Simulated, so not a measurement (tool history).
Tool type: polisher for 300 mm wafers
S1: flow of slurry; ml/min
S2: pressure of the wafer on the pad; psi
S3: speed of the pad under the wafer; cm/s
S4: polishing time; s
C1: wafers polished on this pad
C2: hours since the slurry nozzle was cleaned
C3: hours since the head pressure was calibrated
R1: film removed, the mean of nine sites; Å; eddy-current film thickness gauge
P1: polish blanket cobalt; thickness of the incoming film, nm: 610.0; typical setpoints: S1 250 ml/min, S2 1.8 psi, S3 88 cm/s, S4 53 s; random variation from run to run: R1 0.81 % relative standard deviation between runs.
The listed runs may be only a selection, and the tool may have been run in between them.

{"run": 1, "hour": 5.0, "S1": 250, "S2": 1.8, "S3": 88, "S4": 53, "C1": 203, "C2": 156.3, "C3": 480.6, "R1": 2435.2}
{"run": 2, "hour": 9.2, "S1": 250, "S2": 1.8, "S3": 88, "S4": 53, "C1": 240, "C2": 160.5, "C3": 484.8, "R1": 2429.4}
{"run": 3, "hour": 13.7, "S1": 250, "S2": 1.8, "S3": 88, "S4": 53, "C1": 280, "C2": 165, "C3": 489.3, "R1": 2441.1}
{"run": 4, "hour": 17.0, "S1": 380, "S2": 1.8, "S3": 88, "S4": 73, "C1": 310, "C2": 168.3, "C3": 492.6, "R1": 3442.2}
{"run": 5, "hour": 21.4, "S1": 250, "S2": 2.2, "S3": 88, "S4": 53, "C1": 349, "C2": 172.7, "C3": 497, "R1": 2921.7}
{"run": 6, "hour": 27.9, "S1": 150, "S2": 1.8, "S3": 88, "S4": 53, "C1": 407, "C2": 179.2, "C3": 503.5, "R1": 2241.3}
{"run": 7, "hour": 32.5, "S1": 250, "S2": 1.1, "S3": 88, "S4": 33, "C1": 448, "C2": 183.8, "C3": 508.1, "R1": 926.73}
{"run": 8, "hour": 36.9, "S1": 250, "S2": 0.9, "S3": 88, "S4": 53, "C1": 487, "C2": 188.2, "C3": 512.5, "R1": 1199.2}
{"run": 9, "hour": 42.0, "S1": 250, "S2": 1.8, "S3": 40, "S4": 53, "C1": 532, "C2": 193.3, "C3": 517.6, "R1": 1087.9}
{"run": 10, "hour": 47.2, "S1": 250, "S2": 1.8, "S3": 88, "S4": 81, "C1": 578, "C2": 198.5, "C3": 522.8, "R1": 3663.1}
{"run": 11, "hour": 51.1, "S1": 250, "S2": 1.8, "S3": 88, "S4": 53, "C1": 613, "C2": 202.4, "C3": 526.7, "R1": 2434}
{"run": 12, "hour": 54.6, "S1": 150, "S2": 2.7, "S3": 88, "S4": 53, "C1": 644, "C2": 205.9, "C3": 530.2, "R1": 3369.7}
{"run": 13, "hour": 58.6, "S1": 385, "S2": 1.8, "S3": 88, "S4": 53, "C1": 680, "C2": 209.9, "C3": 534.2, "R1": 2493.7}
{"hour": 60.1, "done": "slurry nozzle cleaned"}
{"run": 14, "hour": 62.4, "S1": 250, "S2": 1.8, "S3": 88, "S4": 53, "C1": 714, "C2": 2.4, "C3": 538, "R1": 2371.8}
{"run": 15, "hour": 68.2, "S1": 250, "S2": 1.8, "S3": 88, "S4": 25, "C1": 765, "C2": 8.2, "C3": 543.8, "R1": 1128.7}
{"run": 16, "hour": 72.7, "S1": 250, "S2": 1.8, "S3": 126, "S4": 53, "C1": 805, "C2": 12.7, "C3": 548.3, "R1": 3474.9}
{"run": 17, "hour": 77.9, "S1": 250, "S2": 1.8, "S3": 88, "S4": 53, "C1": 852, "C2": 17.9, "C3": 553.5, "R1": 2408.3}
{"run": 18, "hour": 80.9, "S1": 250, "S2": 1.8, "S3": 88, "S4": 53, "C1": 878, "C2": 20.9, "C3": 556.5, "R1": 2372.9}
{"run": 19, "hour": 83.9, "S1": 250, "S2": 1.8, "S3": 88, "S4": 53, "C1": 905, "C2": 23.9, "C3": 559.5, "R1": 2361.5}
{"run": 20, "hour": 86.7, "S1": 250, "S2": 1.8, "S3": 88, "S4": 53, "C1": 930, "C2": 26.7, "C3": 562.3, "R1": 2373.3}
{"run": 21, "hour": 90.3, "S1": 250, "S2": 1.8, "S3": 88, "S4": 53, "C1": 962, "C2": 30.3, "C3": 565.9, "R1": 2393}
{"run": 22, "hour": 96.4, "S1": 250, "S2": 1.8, "S3": 88, "S4": 53, "C1": 1016, "C2": 36.4, "C3": 572, "R1": 2322.6}

What will run 23 give?
{"run": 23, "hour": 100.9, "S1": 250, "S2": 1.8, "S3": 88, "S4": 53, "C1": 1056, "C2": 40.9, "C3": 576.5, "R1": "?"}

R1: 2309.8 Å

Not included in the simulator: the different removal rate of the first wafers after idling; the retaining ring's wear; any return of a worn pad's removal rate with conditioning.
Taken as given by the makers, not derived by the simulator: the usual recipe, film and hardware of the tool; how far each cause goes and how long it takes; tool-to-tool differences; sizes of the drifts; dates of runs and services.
